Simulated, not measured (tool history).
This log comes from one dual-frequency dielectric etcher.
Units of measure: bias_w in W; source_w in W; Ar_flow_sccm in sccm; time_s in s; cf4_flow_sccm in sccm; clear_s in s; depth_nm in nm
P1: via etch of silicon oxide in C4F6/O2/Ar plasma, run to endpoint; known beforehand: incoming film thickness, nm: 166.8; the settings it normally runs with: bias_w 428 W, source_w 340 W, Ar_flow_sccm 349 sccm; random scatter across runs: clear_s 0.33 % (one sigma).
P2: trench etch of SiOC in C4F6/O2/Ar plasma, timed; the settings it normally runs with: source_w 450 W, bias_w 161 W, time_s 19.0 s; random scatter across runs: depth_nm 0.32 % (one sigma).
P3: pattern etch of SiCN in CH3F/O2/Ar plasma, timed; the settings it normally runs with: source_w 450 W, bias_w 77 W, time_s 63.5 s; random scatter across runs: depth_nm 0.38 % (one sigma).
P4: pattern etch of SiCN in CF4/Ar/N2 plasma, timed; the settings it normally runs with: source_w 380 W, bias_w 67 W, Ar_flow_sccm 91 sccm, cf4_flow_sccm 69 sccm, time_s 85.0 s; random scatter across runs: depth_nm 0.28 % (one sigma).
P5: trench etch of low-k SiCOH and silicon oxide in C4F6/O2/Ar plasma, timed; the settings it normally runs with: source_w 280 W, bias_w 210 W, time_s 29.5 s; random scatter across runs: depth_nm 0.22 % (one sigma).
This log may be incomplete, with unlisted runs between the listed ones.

run,hour,process,bias_w,source_w,Ar_flow_sccm,time_s,cf4_flow_sccm,hours since the last wet clean,hours since the last bias power generator calibration,hours since the last source power generator calibration,hours since the last Ar flow controller change,clear_s,depth_nm
1,7.2,P1,428,340,349,,,359.2,1862.0,1703.2,1521.2,41.703,
2,10.8,P3,77,450,,48.0,,362.8,1865.6,1706.8,1524.8,,19.168
3,14.1,P4,67,380,91,50.0,69,366.1,1868.9,1710.1,1528.1,,36.540
4,17.7,P1,428,250,349,,,369.7,1872.5,1713.7,1531.7,46.468,
5,22.3,P2,161,360,,19.0,,374.3,1877.1,1718.3,1536.3,,38.145
6,27.7,P1,428,340,428,,,379.7,1882.5,1723.7,1541.7,42.432,
7,31.2,P1,428,340,349,,,383.2,1886.0,1727.2,1545.2,41.624,
8,38.5,P3,77,450,,63.5,,390.5,1893.3,1734.5,1552.5,,25.295
9,43.2,P1,428,470,349,,,395.2,1898.0,1739.2,1557.2,36.789,
10,46.6,P5,210,280,,16.0,,398.6,1901.4,1742.6,1560.6,,44.506
11,52.7,P4,67,210,91,85.0,69,404.7,1907.5,1748.7,1566.7,,36.928
12,58.3,P4,81,380,91,85.0,69,410.3,1913.1,1754.3,1572.3,,66.417
13,63.4,P4,67,380,91,85.0,69,415.4,1918.2,1759.4,1577.4,,62.018
14,68.9,P3,77,270,,63.5,,420.9,1923.7,1764.9,1582.9,,20.947
15,76.0,P2,161,450,,19.0,,428.0,1930.8,1772.0,1590.0,,41.595
16,82.5,P4,67,380,91,85.0,41,434.5,1937.3,1778.5,1596.5,,57.074
17,89.0,P2,161,450,,27.0,,441.0,1943.8,1785.0,1603.0,,59.151
18,95.8,P3,77,450,,63.5,,447.8,1950.6,1791.8,1609.8,,25.438
19,100.4,P5,210,280,,29.5,,452.4,1955.2,1796.4,1614.4,,82.184
# hour 105.1: source power generator calibrated
20,107.1,P1,428,340,349,,,459.1,1961.9,2.1,1621.1,41.358,
21,111.9,P5,294,280,,29.5,,463.9,1966.7,6.9,1625.9,,92.138
22,118.2,P4,67,380,91,85.0,69,470.2,1973.0,13.2,1632.2,,62.051
23,122.6,P4,67,380,55,85.0,69,474.6,1977.4,17.6,1636.6,,66.080
24,129.9,P1,428,340,349,,,481.9,1984.7,24.9,1643.9,41.482,
25,133.2,P1,281,340,349,,,485.2,1988.0,28.2,1647.2,48.183,
26,139.3,P5,210,220,,29.5,,491.3,1994.1,34.3,1653.3,,74.665
27,142.8,P1,600,340,349,,,494.8,1997.6,37.8,1656.8,36.587,
28,148.0,P2,121,450,,19.0,,500.0,2002.8,43.0,1662.0,,38.265
29,153.8,P1,428,340,229,,,505.8,2008.6,48.8,1667.8,39.588,
30,158.2,P3,52,450,,63.5,,510.2,2013.0,53.2,1672.2,,22.292
31,162.3,P1,428,450,467,,,514.3,2017.1,57.3,1676.3,38.676,
32,166.6,P1,428,340,349,,,518.6,2021.4,61.6,1680.6,41.726,
33,173.5,P1,428,340,349,,,525.5,2028.3,68.5,1687.5,42.073,

Run 34 is up next; what results do you expect?
34,179.9,P1,428,340,349,,,531.9,2034.7,74.9,1693.9,?,

{"run 34": {"clear_s": 42.083}}
